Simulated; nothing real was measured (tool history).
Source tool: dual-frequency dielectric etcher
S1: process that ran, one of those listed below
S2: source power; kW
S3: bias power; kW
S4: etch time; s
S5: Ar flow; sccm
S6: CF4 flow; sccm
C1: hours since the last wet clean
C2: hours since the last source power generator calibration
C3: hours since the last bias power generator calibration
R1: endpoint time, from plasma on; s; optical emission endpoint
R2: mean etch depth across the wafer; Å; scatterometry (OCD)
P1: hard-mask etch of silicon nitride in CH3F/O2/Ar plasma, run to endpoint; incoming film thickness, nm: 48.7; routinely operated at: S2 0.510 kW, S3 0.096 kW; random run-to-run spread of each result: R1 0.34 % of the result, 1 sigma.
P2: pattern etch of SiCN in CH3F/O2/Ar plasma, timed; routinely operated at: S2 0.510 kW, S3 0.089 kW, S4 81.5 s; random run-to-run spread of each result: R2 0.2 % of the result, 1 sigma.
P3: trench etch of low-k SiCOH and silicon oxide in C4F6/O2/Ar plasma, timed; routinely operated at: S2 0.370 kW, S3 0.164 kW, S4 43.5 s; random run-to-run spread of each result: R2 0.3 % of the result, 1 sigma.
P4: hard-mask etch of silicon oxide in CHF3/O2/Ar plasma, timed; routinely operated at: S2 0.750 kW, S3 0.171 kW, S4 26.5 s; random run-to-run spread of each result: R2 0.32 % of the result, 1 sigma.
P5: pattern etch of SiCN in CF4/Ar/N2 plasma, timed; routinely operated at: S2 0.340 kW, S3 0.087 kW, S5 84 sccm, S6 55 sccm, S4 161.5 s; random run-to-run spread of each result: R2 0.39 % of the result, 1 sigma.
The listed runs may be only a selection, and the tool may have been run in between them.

run    day  S1     S2     S3     S4  S5  S6     C1     C2      C3      R1       R2
  1  0.350  P1  0.510  0.096                 123.5  708.0  1745.9  56.284
  2  0.650  P3  0.370  0.164   43.5          130.7  715.2  1753.1          1331.90
  3  1.004  P1  0.720  0.096                 139.2  723.7  1761.6  49.515
  4  1.329  P2  0.510  0.089   81.5          147.0  731.5  1769.4           353.30
  5  1.692  P2  0.350  0.089   81.5          155.7  740.2  1778.1           306.76
  6  1.896  P4  0.750  0.171   26.5          160.6  745.1  1783.0           564.80
  7  2.250  P1  0.510  0.096                 169.1  753.6  1791.5  56.134
  8  2.583  P1  0.510  0.096                 177.1  761.6  1799.5  56.450
  9  2.821  P5  0.340  0.087  120.0  84  55  182.8  767.3  1805.2           887.83
 10  3.100  P2  0.510  0.117   81.5          189.5  774.0  1811.9           390.35
 11  3.312  P3  0.370  0.164   34.0          194.6  779.1  1817.0          1039.30
 12  3.633  P1  0.410  0.096                 202.3  786.8  1824.7  61.343
 13  3.938  P5  0.210  0.087  161.5  84  55  209.6  794.1  1832.0           783.52
 14  4.246  P3  0.260  0.164   43.5          217.0  801.5  1839.4          1156.80
 15  4.462  P3  0.370  0.102   43.5          222.2  806.7  1844.6          1152.20
 16  4.879  P4  0.750  0.137   26.5          232.2  816.7  1854.6           528.11
 17  5.125  P3  0.370  0.164   43.5          238.1  822.6  1860.5          1326.90
 18  5.446  P5  0.340  0.103  161.5  84  55  245.8  830.3  1868.2          1271.30
 19  5.658  P1  0.510  0.116                 250.9  835.4  1873.3  52.512
 20  6.083  P1  0.680  0.073                 261.1  845.6  1883.5  55.328
 21  6.379  P1  0.510  0.096                 268.2  852.7  1890.6  56.313

Run 22 has not been measured yet. What should we expect?
 22  6.633  P1  0.510  0.096              274.3  858.8  1896.7   ?

Run 22 came out at R1 55.926 s.
